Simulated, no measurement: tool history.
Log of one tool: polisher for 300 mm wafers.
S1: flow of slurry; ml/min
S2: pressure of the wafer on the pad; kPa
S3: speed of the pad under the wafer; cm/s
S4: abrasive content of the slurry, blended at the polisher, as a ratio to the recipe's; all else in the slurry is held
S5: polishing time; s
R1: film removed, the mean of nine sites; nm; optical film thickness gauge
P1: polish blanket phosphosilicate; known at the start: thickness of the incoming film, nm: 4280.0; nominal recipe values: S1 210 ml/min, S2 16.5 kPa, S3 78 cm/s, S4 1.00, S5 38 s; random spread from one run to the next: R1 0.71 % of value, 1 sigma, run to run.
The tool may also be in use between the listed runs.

run     day   S1    S2  S3    S4  S5       R1
  1   0.504  210  16.5  78  1.00  38  198.700
  2   0.896  210  16.5  78  1.00  38  200.890
  3   1.275  210  16.5  78  1.20  29  165.310
  4   1.696  210  16.5  36  1.00  24   69.194
  5   2.146  125  16.5  78  1.00  38  184.640
  6   2.721  210  16.5  78  1.40  38  230.260
  7   3.225  210  16.5  78  1.00  38  203.070
  8   3.688  210  23.4  78  1.00  38  284.080
  9   4.242  210  16.5  78  1.00  38  201.200
 10   4.862  210  11.7  78  1.00  38  142.770
 11   5.200  335  16.5  78  1.00  38  211.160
 12   5.517  210  16.5  56  1.00  38  154.560
 13   5.871  210  11.7  78  1.00  27  101.230
 14   6.196  210  16.5  78  1.00  24  127.310
      6.546  -- head pressure recalibrated
 15   6.646  210  16.5  78  1.00  38  201.640
      7.008  -- slurry blender recalibrated
 16   7.175  210  16.5  98  1.00  38  239.830
 17   7.675  210  16.5  78  1.00  38  201.820
 18   8.071  210  16.5  78  0.55  38  146.030
 19   8.375  210  16.5  78  1.00  49  257.810
 20   8.817  210  16.5  78  1.00  38  200.320
 21   9.217  210  16.5  78  1.00  38  195.840
 22   9.783  210  16.5  78  1.00  38  186.420
     10.008  -- conditioning disc replaced and pad reconditioned
     10.221  -- slurry nozzle cleaned
 23  10.317  210  16.5  78  1.00  38  183.190
     10.421  -- head pressure recalibrated
 24  10.725  210  16.5  78  1.00  38  181.410
 25  11.162  210  16.5  78  1.00  38  180.990
 26  11.575  210  16.5  78  1.00  38  177.430
 27  12.192  210  16.5  78  1.00  38  177.240

What P1 gives has crept off from where it sat before. The 2 causes that follow fit the log equally well, each at the size noted:
A: removal rate lost through wear of the pad, % = 11
B: abrasive missing from the slurry, % = 21.4
The process output started creeping at around day 8.817.
Other possible causes, and why each is ruled out:
slurry flow missing at the pad, %: serviced at day 10.221, which brought nothing back
head's pressure below its setpoint, %: serviced at day 10.421, which brought nothing back
time polished since the conditioner stopped cutting, s: serviced at day 10.008, which brought nothing back

Below are 4 check runs, each averaged over 2 wafers, with their results shown as question marks. Which of them would give clearly different results depending on which cause is behind the drift?
check 1  12.808  315  16.5  78  0.55  38   ?
check 2  12.808  150  22.1  78  1.00  38   ?
check 3  12.808  125  16.5  78  1.00  38   ?
check 4  12.808  210  20.7  78  1.00  38   ?

Predicted outcomes, by check and by cause:
  check  result     if A     if B
check 1      R1  135.900  131.180
check 2      R1  226.610  226.570
check 3      R1  164.210  164.190
check 4      R1  223.340  223.310
How far apart the two closest causes lie, in the result that separates them most: check 1 3.53 %; check 2 0.01 %; check 3 0.01 %; check 4 0.01 %
Of the check runs offered, only check 1 discriminates between the causes; the rest would read about the same regardless of which cause applies.

Check 1 was then run and gave: R1 135.060 nm. Which cause is it?

The cause is A: removal rate lost through wear of the pad, %.
